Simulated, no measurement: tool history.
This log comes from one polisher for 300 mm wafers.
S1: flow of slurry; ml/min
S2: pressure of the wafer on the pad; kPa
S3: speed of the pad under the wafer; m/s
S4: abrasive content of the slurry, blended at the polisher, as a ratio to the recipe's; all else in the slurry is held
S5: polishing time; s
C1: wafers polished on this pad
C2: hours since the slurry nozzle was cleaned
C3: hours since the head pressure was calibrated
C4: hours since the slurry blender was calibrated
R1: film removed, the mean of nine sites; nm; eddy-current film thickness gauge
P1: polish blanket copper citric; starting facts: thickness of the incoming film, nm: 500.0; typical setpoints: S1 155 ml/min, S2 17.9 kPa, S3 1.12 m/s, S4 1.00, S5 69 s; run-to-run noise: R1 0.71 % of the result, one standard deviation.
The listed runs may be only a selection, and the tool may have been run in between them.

Run 1, hour 3.4: S1 155 ml/min, S2 17.9 kPa, S3 1.12 m/s, S4 1.00, S5 69 s; C1 314; C2 157.3; C3 882.3; C4 38.4. Result: R1 153.040 nm.
Run 2, hour 7.9: S1 155 ml/min, S2 17.9 kPa, S3 1.12 m/s, S4 1.00, S5 31 s; C1 366; C2 161.8; C3 886.8; C4 42.9. Result: R1 68.745 nm.
Run 3, hour 13.4: S1 155 ml/min, S2 17.9 kPa, S3 1.12 m/s, S4 1.00, S5 69 s; C1 429; C2 167.3; C3 892.3; C4 48.4. Result: R1 150.460 nm.
Run 4, hour 15.9: S1 155 ml/min, S2 17.9 kPa, S3 1.74 m/s, S4 1.00, S5 69 s; C1 458; C2 169.8; C3 894.8; C4 50.9. Result: R1 233.950 nm.
Run 5, hour 21.1: S1 155 ml/min, S2 11.0 kPa, S3 1.12 m/s, S4 1.00, S5 69 s; C1 518; C2 175.0; C3 900.0; C4 56.1. Result: R1 94.314 nm.
Run 6, hour 26.5: S1 155 ml/min, S2 17.9 kPa, S3 0.50 m/s, S4 1.00, S5 69 s; C1 580; C2 180.4; C3 905.4; C4 61.5. Result: R1 69.788 nm.
Run 7, hour 30.6: S1 155 ml/min, S2 17.9 kPa, S3 1.12 m/s, S4 1.00, S5 69 s; C1 628; C2 184.5; C3 909.5; C4 65.6. Result: R1 153.480 nm.
At hour 33.2: slurry blender recalibrated.
Run 8, hour 35.7: S1 155 ml/min, S2 11.0 kPa, S3 0.74 m/s, S4 1.00, S5 69 s; C1 687; C2 189.6; C3 914.6; C4 2.6. Result: R1 64.143 nm.
Run 9, hour 40.0: S1 155 ml/min, S2 17.9 kPa, S3 1.12 m/s, S4 1.35, S5 69 s; C1 736; C2 193.9; C3 918.9; C4 6.9. Result: R1 163.000 nm.
Run 10, hour 45.9: S1 245 ml/min, S2 17.9 kPa, S3 1.12 m/s, S4 1.00, S5 69 s; C1 804; C2 199.8; C3 924.8; C4 12.8. Result: R1 160.060 nm.
Run 11, hour 50.6: S1 155 ml/min, S2 17.9 kPa, S3 1.12 m/s, S4 1.00, S5 69 s; C1 858; C2 204.5; C3 929.5; C4 17.5. Result: R1 151.810 nm.
Run 12, hour 55.2: S1 155 ml/min, S2 17.9 kPa, S3 1.12 m/s, S4 1.00, S5 96 s; C1 911; C2 209.1; C3 934.1; C4 22.1. Result: R1 210.910 nm.
Run 13, hour 59.7: S1 155 ml/min, S2 27.6 kPa, S3 1.12 m/s, S4 1.00, S5 69 s; C1 963; C2 213.6; C3 938.6; C4 26.6. Result: R1 233.920 nm.
Run 14, hour 62.6: S1 155 ml/min, S2 17.9 kPa, S3 1.12 m/s, S4 0.50, S5 69 s; C1 997; C2 216.5; C3 941.5; C4 29.5. Result: R1 132.330 nm.
Run 15, hour 66.1: S1 95 ml/min, S2 17.9 kPa, S3 1.12 m/s, S4 1.00, S5 69 s; C1 1037; C2 220.0; C3 945.0; C4 33.0. Result: R1 135.770 nm.
Run 16, hour 69.1: S1 155 ml/min, S2 17.9 kPa, S3 1.12 m/s, S4 1.00, S5 69 s; C1 1072; C2 223.0; C3 948.0; C4 36.0. Result: R1 149.470 nm.
Run 17, hour 74.9: S1 155 ml/min, S2 17.9 kPa, S3 1.12 m/s, S4 1.00, S5 69 s; C1 1138; C2 228.8; C3 953.8; C4 41.8. Result: R1 147.750 nm.
Run 18, hour 78.0: S1 155 ml/min, S2 17.9 kPa, S3 1.12 m/s, S4 1.00, S5 69 s; C1 1174; C2 231.9; C3 956.9; C4 44.9. Result: R1 145.150 nm.
Run 19, hour 80.5: S1 155 ml/min, S2 17.9 kPa, S3 1.12 m/s, S4 1.00, S5 69 s; C1 1203; C2 234.4; C3 959.4; C4 47.4. Result: R1 146.380 nm.
Run 20, hour 84.9: S1 155 ml/min, S2 17.9 kPa, S3 1.12 m/s, S4 1.00, S5 69 s; C1 1254; C2 238.8; C3 963.8; C4 51.8. Result: R1 143.930 nm.
Run 21, hour 88.8: S1 155 ml/min, S2 17.9 kPa, S3 1.12 m/s, S4 1.00, S5 69 s; C1 1299; C2 242.7; C3 967.7; C4 55.7. Result: R1 144.650 nm.
At hour 89.5: slurry blender recalibrated.
Run 22, hour 92.7: S1 155 ml/min, S2 17.9 kPa, S3 1.12 m/s, S4 1.00, S5 69 s; C1 1344; C2 246.6; C3 971.6; C4 3.2. Result: R1 142.140 nm.
Run 23, hour 95.8: S1 155 ml/min, S2 17.9 kPa, S3 1.12 m/s, S4 1.00, S5 69 s; C1 1379; C2 249.7; C3 974.7; C4 6.3. Result: R1 141.300 nm.
Run 24, hour 99.5: S1 155 ml/min, S2 17.9 kPa, S3 1.12 m/s, S4 1.00, S5 69 s; C1 1422; C2 253.4; C3 978.4; C4 10.0. Result: R1 141.050 nm.
At hour 100.3: head pressure recalibrated.
Run 25, hour 104.3: S1 155 ml/min, S2 17.9 kPa, S3 1.12 m/s, S4 1.00, S5 69 s; C1 1477; C2 258.2; C3 4.1; C4 14.8. Result: R1 141.610 nm.
Run 26, hour 110.1: S1 155 ml/min, S2 17.9 kPa, S3 1.12 m/s, S4 1.00, S5 69 s; C1 1544; C2 264.0; C3 9.9; C4 20.6. Result: R1 140.510 nm.
Run 27, hour 115.7: S1 155 ml/min, S2 17.9 kPa, S3 1.12 m/s, S4 1.00, S5 69 s; C1 1609; C2 269.6; C3 15.5; C4 26.2. Result: R1 141.440 nm.

What P1 gives has crept away from where it was. These 2 causes fit the log equally well, each at the size given:
A: removal rate lost through wear of the pad, % = 7.39
B: slurry flow missing at the pad, % = 31.7
The gradual shift began around hour 69.1.
Why every other cause is out:
head's pressure below its setpoint, %: serviced at hour 100.3, after the change had begun; the process did not return to its earlier output
abrasive missing from the slurry, %: serviced at hour 89.5, after the change had begun; the process did not return to its earlier output

Which of the 4 check runs listed below, each an average over 2 wafers with its results shown as question marks, gives clearly different results under the different listed causes?
Run check 1, hour 121.3: S1 95 ml/min, S2 17.9 kPa, S3 1.62 m/s, S4 1.00, S5 69 s. Result: R1 ?.
Run check 2, hour 121.3: S1 155 ml/min, S2 26.9 kPa, S3 1.12 m/s, S4 1.00, S5 69 s. Result: R1 ?.
Run check 3, hour 121.3: S1 155 ml/min, S2 17.9 kPa, S3 0.54 m/s, S4 1.00, S5 69 s. Result: R1 ?.
Run check 4, hour 121.3: S1 155 ml/min, S2 17.9 kPa, S3 1.52 m/s, S4 1.00, S5 48 s. Result: R1 ?.

Check results expected under each cause:
  check  result     if A     if B
check 1      R1  181.700  174.420
check 2      R1  208.850  208.890
check 3      R1   69.491   69.504
check 4      R1  131.680  131.710
Gap, in per cent, between the two causes that each check separates least, read from the result that separates them most: check 1 4.09 %; check 2 0.02 %; check 3 0.02 %; check 4 0.02 %
The causes can be told apart only by check 1. The other checks would give nearly the same results under each of them.

Check 1 was carried out, with these results: R1 175.650 nm. Which of the listed causes is responsible?

The correct cause is B, namely: slurry flow missing at the pad, %.

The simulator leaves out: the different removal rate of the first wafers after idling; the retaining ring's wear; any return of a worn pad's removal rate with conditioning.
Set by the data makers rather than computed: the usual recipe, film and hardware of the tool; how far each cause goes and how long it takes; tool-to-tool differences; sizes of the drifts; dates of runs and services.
